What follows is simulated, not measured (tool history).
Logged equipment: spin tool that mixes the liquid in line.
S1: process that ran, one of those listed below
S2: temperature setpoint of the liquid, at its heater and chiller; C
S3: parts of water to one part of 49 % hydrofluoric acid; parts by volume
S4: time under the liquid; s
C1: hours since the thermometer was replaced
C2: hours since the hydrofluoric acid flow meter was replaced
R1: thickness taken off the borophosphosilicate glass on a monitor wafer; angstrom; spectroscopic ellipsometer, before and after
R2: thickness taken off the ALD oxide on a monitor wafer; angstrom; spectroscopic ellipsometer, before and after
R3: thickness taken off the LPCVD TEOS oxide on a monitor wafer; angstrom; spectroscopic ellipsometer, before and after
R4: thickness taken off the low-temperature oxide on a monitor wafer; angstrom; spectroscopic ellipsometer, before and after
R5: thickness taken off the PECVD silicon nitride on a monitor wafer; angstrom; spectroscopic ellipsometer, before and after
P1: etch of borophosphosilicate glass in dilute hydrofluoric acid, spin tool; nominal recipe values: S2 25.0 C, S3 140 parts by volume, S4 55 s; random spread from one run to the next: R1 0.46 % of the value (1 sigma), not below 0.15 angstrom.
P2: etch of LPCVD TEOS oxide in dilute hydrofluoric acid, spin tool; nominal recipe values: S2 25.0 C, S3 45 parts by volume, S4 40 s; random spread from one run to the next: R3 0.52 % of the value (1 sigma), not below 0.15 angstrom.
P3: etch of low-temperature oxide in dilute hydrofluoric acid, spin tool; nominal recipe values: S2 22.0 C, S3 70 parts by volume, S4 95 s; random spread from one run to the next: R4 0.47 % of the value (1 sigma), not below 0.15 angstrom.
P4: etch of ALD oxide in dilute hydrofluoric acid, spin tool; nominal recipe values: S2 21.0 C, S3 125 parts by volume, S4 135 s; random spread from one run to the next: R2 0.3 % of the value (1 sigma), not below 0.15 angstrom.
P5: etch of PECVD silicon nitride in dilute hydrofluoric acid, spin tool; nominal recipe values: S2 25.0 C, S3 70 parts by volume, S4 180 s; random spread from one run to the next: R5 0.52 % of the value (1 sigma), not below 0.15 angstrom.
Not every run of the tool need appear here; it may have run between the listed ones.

Run 1, hour 13.2: S1 P1, S2 25.0 C, S3 140 parts by volume, S4 55 s; C1 473.5; C2 329.1. Result: R1 328.440 angstrom.
Run 2, hour 23.4: S1 P4, S2 21.0 C, S3 125 parts by volume, S4 250 s; C1 483.7; C2 339.3. Result: R2 166.210 angstrom.
Run 3, hour 32.8: S1 P2, S2 25.0 C, S3 45 parts by volume, S4 15 s; C1 493.1; C2 348.7. Result: R3 203.57 angstrom.
Run 4, hour 43.6: S1 P3, S2 22.0 C, S3 70 parts by volume, S4 95 s; C1 503.9; C2 359.5. Result: R4 454.930 angstrom.
Run 5, hour 59.0: S1 P5, S2 25.0 C, S3 70 parts by volume, S4 300 s; C1 519.3; C2 374.9. Result: R5 101.890 angstrom.
Run 6, hour 69.3: S1 P1, S2 25.0 C, S3 140 parts by volume, S4 55 s; C1 529.6; C2 385.2. Result: R1 330.470 angstrom.
Run 7, hour 85.5: S1 P5, S2 25.0 C, S3 115 parts by volume, S4 180 s; C1 545.8; C2 401.4. Result: R5 37.473 angstrom.
Run 8, hour 95.1: S1 P2, S2 25.0 C, S3 70 parts by volume, S4 40 s; C1 555.4; C2 411.0. Result: R3 341.03 angstrom.
Run 9, hour 107.5: S1 P1, S2 25.0 C, S3 140 parts by volume, S4 55 s; C1 567.8; C2 423.4. Result: R1 328.070 angstrom.
Run 10, hour 123.5: S1 P1, S2 25.0 C, S3 140 parts by volume, S4 15 s; C1 583.8; C2 439.4. Result: R1 89.973 angstrom.
Run 11, hour 138.0: S1 P3, S2 17.0 C, S3 70 parts by volume, S4 95 s; C1 598.3; C2 453.9. Result: R4 374.130 angstrom.
Run 12, hour 146.2: S1 P4, S2 21.0 C, S3 125 parts by volume, S4 135 s; C1 606.5; C2 462.1. Result: R2 89.998 angstrom.
Run 13, hour 154.4: S1 P1, S2 17.0 C, S3 140 parts by volume, S4 55 s; C1 614.7; C2 470.3. Result: R1 241.850 angstrom.
Run 14, hour 165.4: S1 P1, S2 25.0 C, S3 140 parts by volume, S4 55 s; C1 625.7; C2 481.3. Result: R1 331.260 angstrom.
Run 15, hour 178.6: S1 P4, S2 21.0 C, S3 25 parts by volume, S4 135 s; C1 638.9; C2 494.5. Result: R2 503.290 angstrom.
Run 16, hour 195.2: S1 P2, S2 25.0 C, S3 45 parts by volume, S4 40 s; C1 655.5; C2 511.1. Result: R3 545.63 angstrom.
Run 17, hour 203.3: S1 P3, S2 22.0 C, S3 70 parts by volume, S4 20 s; C1 663.6; C2 519.2. Result: R4 96.283 angstrom.
Run 18, hour 210.9: S1 P1, S2 25.0 C, S3 140 parts by volume, S4 95 s; C1 671.2; C2 526.8. Result: R1 570.600 angstrom.
Run 19, hour 222.7: S1 P3, S2 22.0 C, S3 125 parts by volume, S4 95 s; C1 683.0; C2 538.6. Result: R4 241.270 angstrom.
Run 20, hour 235.0: S1 P2, S2 20.0 C, S3 45 parts by volume, S4 40 s; C1 695.3; C2 550.9. Result: R3 437.85 angstrom.
Run 21, hour 248.7: S1 P1, S2 25.0 C, S3 140 parts by volume, S4 55 s; C1 709.0; C2 564.6. Result: R1 332.960 angstrom.
Run 22, hour 260.3: S1 P1, S2 25.0 C, S3 220 parts by volume, S4 55 s; C1 720.6; C2 576.2. Result: R1 192.000 angstrom.
Run 23, hour 276.8: S1 P1, S2 25.0 C, S3 25 parts by volume, S4 55 s; C1 737.1; C2 592.7. Result: R1 2135.700 angstrom.
Run 24, hour 291.3: S1 P5, S2 18.5 C, S3 70 parts by volume, S4 180 s; C1 751.6; C2 607.2. Result: R5 39.371 angstrom.
Run 25, hour 306.8: S1 P1, S2 29.0 C, S3 140 parts by volume, S4 55 s; C1 767.1; C2 622.7. Result: R1 381.240 angstrom.
Run 26, hour 322.6: S1 P1, S2 30.5 C, S3 50 parts by volume, S4 55 s; C1 782.9; C2 638.5. Result: R1 1296.800 angstrom.
Run 27, hour 339.0: S1 P5, S2 25.0 C, S3 70 parts by volume, S4 180 s; C1 799.3; C2 654.9. Result: R5 60.866 angstrom.
Run 28, hour 353.0: S1 P4, S2 17.0 C, S3 125 parts by volume, S4 135 s; C1 813.3; C2 668.9. Result: R2 76.656 angstrom.
Run 29, hour 363.6: S1 P3, S2 22.0 C, S3 70 parts by volume, S4 95 s; C1 823.9; C2 679.5. Result: R4 459.640 angstrom.
Run 30, hour 372.6: S1 P1, S2 25.0 C, S3 140 parts by volume, S4 55 s; C1 832.9; C2 688.5. Result: R1 329.310 angstrom.
Run 31, hour 387.4: S1 P1, S2 25.0 C, S3 140 parts by volume, S4 55 s; C1 847.7; C2 703.3. Result: R1 340.300 angstrom.
Run 32, hour 403.6: S1 P1, S2 25.0 C, S3 140 parts by volume, S4 55 s; C1 863.9; C2 719.5. Result: R1 344.590 angstrom.
Run 33, hour 414.4: S1 P1, S2 25.0 C, S3 140 parts by volume, S4 55 s; C1 874.7; C2 730.3. Result: R1 348.940 angstrom.
Run 34, hour 427.6: S1 P1, S2 25.0 C, S3 140 parts by volume, S4 55 s; C1 887.9; C2 743.5. Result: R1 349.090 angstrom.
Run 35, hour 435.1: S1 P1, S2 25.0 C, S3 140 parts by volume, S4 55 s; C1 895.4; C2 751.0. Result: R1 350.270 angstrom.
Run 36, hour 446.9: S1 P1, S2 25.0 C, S3 140 parts by volume, S4 55 s; C1 907.2; C2 762.8. Result: R1 353.350 angstrom.
Run 37, hour 458.2: S1 P1, S2 25.0 C, S3 140 parts by volume, S4 55 s; C1 918.5; C2 774.1. Result: R1 353.660 angstrom.
Run 38, hour 470.8: S1 P1, S2 25.0 C, S3 140 parts by volume, S4 55 s; C1 931.1; C2 786.7. Result: R1 355.060 angstrom.
Run 39, hour 485.4: S1 P1, S2 25.0 C, S3 140 parts by volume, S4 55 s; C1 945.7; C2 801.3. Result: R1 354.760 angstrom.
Run 40, hour 498.9: S1 P1, S2 25.0 C, S3 140 parts by volume, S4 55 s; C1 959.2; C2 814.8. Result: R1 352.840 angstrom.
Run 41, hour 508.2: S1 P1, S2 25.0 C, S3 140 parts by volume, S4 55 s; C1 968.5; C2 824.1. Result: R1 356.810 angstrom.

Compared with where it was, what P1 gives has crept away. Each cause listed below fits the log as well as the rest, at the size given for it:
A: liquid hotter than its thermometer reads (K) = 1.94
B: hydrofluoric acid flow above the setpoint (%) = 6.5
The creep began at about hour 372.6.

Of the 4 check runs listed below, each run on one wafer and each result written as a question mark, which would let you distinguish the listed causes because they would give clearly different results?
Run check 1, hour 517.5: S1 P4, S2 21.0 C, S3 125 parts by volume, S4 135 s. Result: R2 ?.
Run check 2, hour 517.5: S1 P5, S2 25.0 C, S3 70 parts by volume, S4 180 s. Result: R5 ?.
Run check 3, hour 517.5: S1 P2, S2 25.0 C, S3 45 parts by volume, S4 40 s. Result: R3 ?.
Run check 4, hour 517.5: S1 P3, S2 22.0 C, S3 70 parts by volume, S4 95 s. Result: R4 ?.

What each check would give under each cause:
  check  result     if A     if B
check 1      R2   97.256   96.720
check 2      R5   69.478   65.066
check 3      R3   589.64   582.54
check 4      R4  496.970  491.490
Smallest distance between any two causes, each pair judged by its most separating result, in per cent: check 1 0.55 %; check 2 6.56 %; check 3 1.21 %; check 4 1.11 %
Check 2 distinguishes between the causes, while the remaining checks would return nearly the same result for all of them.

With check 2 done, the readings were: R5 69.466 angstrom. Identify which of the listed causes applies.

A is the cause: liquid hotter than its thermometer reads (K).
